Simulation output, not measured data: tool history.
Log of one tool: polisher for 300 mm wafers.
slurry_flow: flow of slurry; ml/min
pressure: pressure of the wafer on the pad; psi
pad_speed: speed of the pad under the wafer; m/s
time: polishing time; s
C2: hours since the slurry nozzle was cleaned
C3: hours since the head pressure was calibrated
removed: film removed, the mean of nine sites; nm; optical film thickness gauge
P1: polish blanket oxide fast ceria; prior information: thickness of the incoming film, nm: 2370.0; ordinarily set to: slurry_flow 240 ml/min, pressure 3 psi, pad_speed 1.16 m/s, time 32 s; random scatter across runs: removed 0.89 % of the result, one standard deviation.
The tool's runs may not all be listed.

{"run": 1, "hour": 5.8, "slurry_flow": 240, "pressure": 3, "pad_speed": 1.16, "time": 32, "wafers polished on this pad": 1113, "C2": 164.4, "C3": 305.1, "removed": 553.28}
{"run": 2, "hour": 10.5, "slurry_flow": 240, "pressure": 3, "pad_speed": 1.16, "time": 32, "wafers polished on this pad": 1182, "C2": 169.1, "C3": 309.8, "removed": 554.03}
{"hour": 12.4, "done": "head pressure recalibrated"}
{"run": 3, "hour": 16.1, "slurry_flow": 240, "pressure": 3, "pad_speed": 1.16, "time": 32, "wafers polished on this pad": 1264, "C2": 174.7, "C3": 3.8, "removed": 563.49}
{"run": 4, "hour": 23.1, "slurry_flow": 165, "pressure": 3, "pad_speed": 0.88, "time": 32, "wafers polished on this pad": 1367, "C2": 181.7, "C3": 10.8, "removed": 402.56}
{"run": 5, "hour": 31.5, "slurry_flow": 240, "pressure": 3, "pad_speed": 1.16, "time": 18, "wafers polished on this pad": 1491, "C2": 190.1, "C3": 19.2, "removed": 310.82}
{"run": 6, "hour": 38.9, "slurry_flow": 145, "pressure": 3, "pad_speed": 1.16, "time": 32, "wafers polished on this pad": 1600, "C2": 197.5, "C3": 26.6, "removed": 521.2}
{"run": 7, "hour": 45.0, "slurry_flow": 240, "pressure": 3, "pad_speed": 1.16, "time": 32, "wafers polished on this pad": 1690, "C2": 203.6, "C3": 32.7, "removed": 554.63}
{"run": 8, "hour": 49.4, "slurry_flow": 240, "pressure": 3, "pad_speed": 1.16, "time": 32, "wafers polished on this pad": 1755, "C2": 208, "C3": 37.1, "removed": 556.95}
{"run": 9, "hour": 55.3, "slurry_flow": 240, "pressure": 3, "pad_speed": 1.16, "time": 49, "wafers polished on this pad": 1842, "C2": 213.9, "C3": 43, "removed": 841.79}
{"run": 10, "hour": 62.0, "slurry_flow": 240, "pressure": 4.4, "pad_speed": 0.7, "time": 32, "wafers polished on this pad": 1940, "C2": 220.6, "C3": 49.7, "removed": 490.2}
{"run": 11, "hour": 67.0, "slurry_flow": 240, "pressure": 3, "pad_speed": 1.16, "time": 32, "wafers polished on this pad": 2014, "C2": 225.6, "C3": 54.7, "removed": 555.26}
{"run": 12, "hour": 74.1, "slurry_flow": 240, "pressure": 3, "pad_speed": 0.76, "time": 32, "wafers polished on this pad": 2118, "C2": 232.7, "C3": 61.8, "removed": 362.29}
{"run": 13, "hour": 82.1, "slurry_flow": 240, "pressure": 3, "pad_speed": 1.82, "time": 32, "wafers polished on this pad": 2236, "C2": 240.7, "C3": 69.8, "removed": 872.78}
{"hour": 83.3, "done": "worn pad replaced by a new one"}
{"run": 14, "hour": 89.8, "slurry_flow": 240, "pressure": 3, "pad_speed": 1.76, "time": 40, "wafers polished on this pad": 96, "C2": 248.4, "C3": 77.5, "removed": 1062.4}
{"run": 15, "hour": 93.9, "slurry_flow": 240, "pressure": 1.4, "pad_speed": 1.16, "time": 32, "wafers polished on this pad": 156, "C2": 252.5, "C3": 81.6, "removed": 259.63}
{"run": 16, "hour": 101.0, "slurry_flow": 330, "pressure": 3, "pad_speed": 1.16, "time": 32, "wafers polished on this pad": 261, "C2": 259.6, "C3": 88.7, "removed": 567.77}
{"run": 17, "hour": 109.3, "slurry_flow": 240, "pressure": 3, "pad_speed": 1.16, "time": 32, "wafers polished on this pad": 383, "C2": 267.9, "C3": 97, "removed": 559.8}
{"run": 18, "hour": 115.1, "slurry_flow": 240, "pressure": 4.1, "pad_speed": 1.16, "time": 32, "wafers polished on this pad": 469, "C2": 273.7, "C3": 102.8, "removed": 763.91}
{"run": 19, "hour": 119.5, "slurry_flow": 240, "pressure": 3, "pad_speed": 1.16, "time": 32, "wafers polished on this pad": 533, "C2": 278.1, "C3": 107.2, "removed": 554.42}
{"run": 20, "hour": 127.0, "slurry_flow": 240, "pressure": 3, "pad_speed": 1.16, "time": 32, "wafers polished on this pad": 644, "C2": 285.6, "C3": 114.7, "removed": 541.76}
{"run": 21, "hour": 135.2, "slurry_flow": 240, "pressure": 3, "pad_speed": 1.16, "time": 32, "wafers polished on this pad": 765, "C2": 293.8, "C3": 122.9, "removed": 532.07}
{"hour": 141.0, "done": "worn pad replaced by a new one"}
{"run": 22, "hour": 141.8, "slurry_flow": 240, "pressure": 3, "pad_speed": 1.16, "time": 32, "wafers polished on this pad": 12, "C2": 300.4, "C3": 129.5, "removed": 526.25}
{"run": 23, "hour": 147.8, "slurry_flow": 240, "pressure": 3, "pad_speed": 1.16, "time": 32, "wafers polished on this pad": 100, "C2": 306.4, "C3": 135.5, "removed": 524.14}
{"run": 24, "hour": 155.6, "slurry_flow": 240, "pressure": 3, "pad_speed": 1.16, "time": 32, "wafers polished on this pad": 215, "C2": 314.2, "C3": 143.3, "removed": 527.18}
{"run": 25, "hour": 159.2, "slurry_flow": 240, "pressure": 3, "pad_speed": 1.16, "time": 32, "wafers polished on this pad": 268, "C2": 317.8, "C3": 146.9, "removed": 526.46}

P1 has crept away from where it was. The log is fitted equally well by each of these 2 causes, at the sizes shown:
A: slurry flow missing at the pad, % = 33.9
B: head's pressure below its setpoint, % = 5.51
The process output started creeping at around hour 119.5.
All other causes, with the reason each is excluded:
removal rate lost through wear of the pad, %: serviced at hour 141, after the change had begun; the process did not return to its earlier output

Each of the check runs listed below is run on 5 wafers and reports their average, with the results left as question marks. Pick the one under which the possible causes would lead to clearly different results.
{"run": "check 1", "hour": 162.8, "slurry_flow": 240, "pressure": 3.9, "pad_speed": 1.16, "time": 32, "removed": "?"}
{"run": "check 2", "hour": 162.8, "slurry_flow": 240, "pressure": 1.9, "pad_speed": 1.16, "time": 32, "removed": "?"}
{"run": "check 3", "hour": 162.8, "slurry_flow": 145, "pressure": 3, "pad_speed": 1.16, "time": 43, "removed": "?"}
{"run": "check 4", "hour": 162.8, "slurry_flow": 240, "pressure": 3, "pad_speed": 1.64, "time": 20, "removed": "?"}

What each check would give under each cause:
check=check_1 result=removed if_A=684.06 if_B=684.13
check=check_2 result=removed if_A=333.26 if_B=333.29
check=check_3 result=removed if_A=636.12 if_B=657.84
check=check_4 result=removed if_A=464.96 if_B=465.01
Gap, in per cent, between the two causes that each check separates least, read from the result that separates them most: check 1 0.01 %; check 2 0.01 %; check 3 3.36 %; check 4 0.01 %
Only check 3 tells the causes apart: in the others they would give nearly the same result.

Check 3 has now been run. It gave: removed 636.67 nm. Which of the candidate causes is it?

A is the cause: slurry flow missing at the pad, %.
